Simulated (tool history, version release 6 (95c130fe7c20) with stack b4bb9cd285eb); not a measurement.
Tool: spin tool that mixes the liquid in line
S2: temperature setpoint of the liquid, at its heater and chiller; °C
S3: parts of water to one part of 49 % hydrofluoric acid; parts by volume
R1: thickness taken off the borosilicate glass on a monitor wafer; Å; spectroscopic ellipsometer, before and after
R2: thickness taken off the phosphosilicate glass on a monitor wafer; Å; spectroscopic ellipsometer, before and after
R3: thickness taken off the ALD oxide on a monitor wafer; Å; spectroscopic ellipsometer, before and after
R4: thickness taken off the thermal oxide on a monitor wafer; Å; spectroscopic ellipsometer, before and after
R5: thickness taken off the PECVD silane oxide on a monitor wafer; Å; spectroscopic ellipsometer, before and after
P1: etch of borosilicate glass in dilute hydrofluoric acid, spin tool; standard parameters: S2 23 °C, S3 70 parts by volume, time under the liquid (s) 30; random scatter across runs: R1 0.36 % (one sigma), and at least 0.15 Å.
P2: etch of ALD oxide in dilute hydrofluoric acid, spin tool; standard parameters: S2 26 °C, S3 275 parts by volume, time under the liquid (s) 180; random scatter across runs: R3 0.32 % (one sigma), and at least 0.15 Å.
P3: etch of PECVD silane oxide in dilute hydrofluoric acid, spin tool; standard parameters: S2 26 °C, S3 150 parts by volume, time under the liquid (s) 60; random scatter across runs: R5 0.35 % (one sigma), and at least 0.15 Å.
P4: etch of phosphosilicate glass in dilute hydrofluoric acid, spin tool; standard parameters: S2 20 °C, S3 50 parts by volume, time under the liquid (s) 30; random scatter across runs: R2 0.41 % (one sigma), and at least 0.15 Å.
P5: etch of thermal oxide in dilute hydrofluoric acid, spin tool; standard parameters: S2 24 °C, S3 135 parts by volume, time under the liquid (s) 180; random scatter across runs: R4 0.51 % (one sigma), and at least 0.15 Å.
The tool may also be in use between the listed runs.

Run 1, hour 12.7: process that ran P1, S2 23 °C, S3 70 parts by volume, time under the liquid (s) 30. Result: R1 132.46 Å.
Run 2, hour 22.3: process that ran P4, S2 20 °C, S3 50 parts by volume, time under the liquid (s) 60. Result: R2 1262 Å.
Run 3, hour 37.5: process that ran P2, S2 26 °C, S3 505 parts by volume, time under the liquid (s) 180. Result: R3 26.304 Å.
Run 4, hour 51.1: process that ran P5, S2 24 °C, S3 135 parts by volume, time under the liquid (s) 180. Result: R4 64.571 Å.
Run 5, hour 58.7: process that ran P1, S2 23 °C, S3 70 parts by volume, time under the liquid (s) 30. Result: R1 133.08 Å.
Run 6, hour 73.3: process that ran P2, S2 26 °C, S3 275 parts by volume, time under the liquid (s) 180. Result: R3 60.183 Å.
Run 7, hour 81: process that ran P1, S2 23 °C, S3 70 parts by volume, time under the liquid (s) 45. Result: R1 200 Å.
Run 8, hour 90.5: process that ran P4, S2 20 °C, S3 50 parts by volume, time under the liquid (s) 30. Result: R2 630.13 Å.
Run 9, hour 97.5: process that ran P3, S2 26 °C, S3 150 parts by volume, time under the liquid (s) 60. Result: R5 124.83 Å.
Run 10, hour 108.3: process that ran P3, S2 20.5 °C, S3 150 parts by volume, time under the liquid (s) 60. Result: R5 100.96 Å.
Run 11, hour 121.2: process that ran P1, S2 23 °C, S3 70 parts by volume, time under the liquid (s) 30. Result: R1 133.1 Å.
Run 12, hour 130.2: process that ran P4, S2 27.5 °C, S3 50 parts by volume, time under the liquid (s) 30. Result: R2 859.09 Å.
Run 13, hour 141.8: process that ran P1, S2 17 °C, S3 70 parts by volume, time under the liquid (s) 30. Result: R1 103.57 Å.
Run 14, hour 148.7: process that ran P1, S2 23 °C, S3 70 parts by volume, time under the liquid (s) 30. Result: R1 132.56 Å.
Run 15, hour 158.1: process that ran P2, S2 26 °C, S3 275 parts by volume, time under the liquid (s) 275. Result: R3 91.429 Å.
Run 16, hour 166.6: process that ran P3, S2 26 °C, S3 60 parts by volume, time under the liquid (s) 60. Result: R5 350.2 Å.
Run 17, hour 179.4: process that ran P1, S2 23 °C, S3 95 parts by volume, time under the liquid (s) 30. Result: R1 95.493 Å.
Run 18, hour 191.3: process that ran P5, S2 19 °C, S3 135 parts by volume, time under the liquid (s) 180. Result: R4 53.716 Å.
Run 19, hour 201.4: process that ran P1, S2 23 °C, S3 35 parts by volume, time under the liquid (s) 30. Result: R1 278.13 Å.
Run 20, hour 212.3: process that ran P4, S2 20 °C, S3 20 parts by volume, time under the liquid (s) 30. Result: R2 1629.5 Å.
Run 21, hour 225.7: process that ran P1, S2 28 °C, S3 70 parts by volume, time under the liquid (s) 30. Result: R1 162.64 Å.
Run 22, hour 240.7: process that ran P5, S2 24 °C, S3 225 parts by volume, time under the liquid (s) 180. Result: R4 35.204 Å.
Run 23, hour 253: process that ran P1, S2 30 °C, S3 70 parts by volume, time under the liquid (s) 55. Result: R1 321.07 Å.
Run 24, hour 260.2: process that ran P1, S2 23 °C, S3 70 parts by volume, time under the liquid (s) 15. Result: R1 66.539 Å.
Run 25, hour 275.8: process that ran P1, S2 17.5 °C, S3 70 parts by volume, time under the liquid (s) 55. Result: R1 193.02 Å.
Run 26, hour 284.6: process that ran P1, S2 23 °C, S3 70 parts by volume, time under the liquid (s) 30. Result: R1 132.82 Å.
Run 27, hour 293: process that ran P5, S2 24 °C, S3 135 parts by volume, time under the liquid (s) 300. Result: R4 108.84 Å.
Run 28, hour 300.8: process that ran P2, S2 20.5 °C, S3 275 parts by volume, time under the liquid (s) 180. Result: R3 49.233 Å.
Run 29, hour 309.5: process that ran P3, S2 26 °C, S3 150 parts by volume, time under the liquid (s) 115. Result: R5 239.66 Å.
Run 30, hour 320.3: process that ran P1, S2 23 °C, S3 70 parts by volume, time under the liquid (s) 30. Result: R1 133.66 Å.
Run 31, hour 334.7: process that ran P1, S2 23 °C, S3 70 parts by volume, time under the liquid (s) 30. Result: R1 128.37 Å.
Run 32, hour 344.1: process that ran P1, S2 23 °C, S3 70 parts by volume, time under the liquid (s) 30. Result: R1 126.81 Å.
Run 33, hour 352.7: process that ran P1, S2 23 °C, S3 70 parts by volume, time under the liquid (s) 30. Result: R1 125.47 Å.
Run 34, hour 368.2: process that ran P1, S2 23 °C, S3 70 parts by volume, time under the liquid (s) 30. Result: R1 124.88 Å.
Run 35, hour 382.3: process that ran P1, S2 23 °C, S3 70 parts by volume, time under the liquid (s) 30. Result: R1 124.32 Å.
Run 36, hour 393.6: process that ran P1, S2 23 °C, S3 70 parts by volume, time under the liquid (s) 30. Result: R1 124.73 Å.

The log shows P1 creeping away from where it was. Any of the 2 causes listed here, at the size stated for it, fits the log just as well as the others:
A: hydrofluoric acid flow below the setpoint (%) = 6.02
B: liquid colder than its thermometer reads (K) = 1.65
At approximately hour 320.3, the process output began to creep.

The 4 check runs listed below each average the results of 3 wafers, and their outcomes are marked with question marks. Under which run would the listed causes produce clearly different results?
Run check 1, hour 404.9: process that ran P5, S2 20 °C, S3 190 parts by volume, time under the liquid (s) 180. Result: R4 ?.
Run check 2, hour 404.9: process that ran P3, S2 26 °C, S3 65 parts by volume, time under the liquid (s) 85. Result: R5 ?.
Run check 3, hour 404.9: process that ran P2, S2 23 °C, S3 445 parts by volume, time under the liquid (s) 180. Result: R3 ?.
Run check 4, hour 404.9: process that ran P4, S2 23 °C, S3 30 parts by volume, time under the liquid (s) 30. Result: R2 ?.

Check results expected under each cause:
  check  result    if A    if B
check 1      R4  34.601  34.929
check 2      R5  424.55  425.07
check 3      R3  26.233  27.078
check 4      R2  1144.3  1138.1
Smallest distance between any two causes, each pair judged by its most separating result, in per cent: check 1 0.94 %; check 2 0.12 %; check 3 3.17 %; check 4 0.54 %
Check 3 is the one run that separates the causes; every other check would come out nearly the same whichever cause is at work.

Here is what check 3 returned: R3 26.955 Å. Which cause is it?

It is B: liquid colder than its thermometer reads (K).
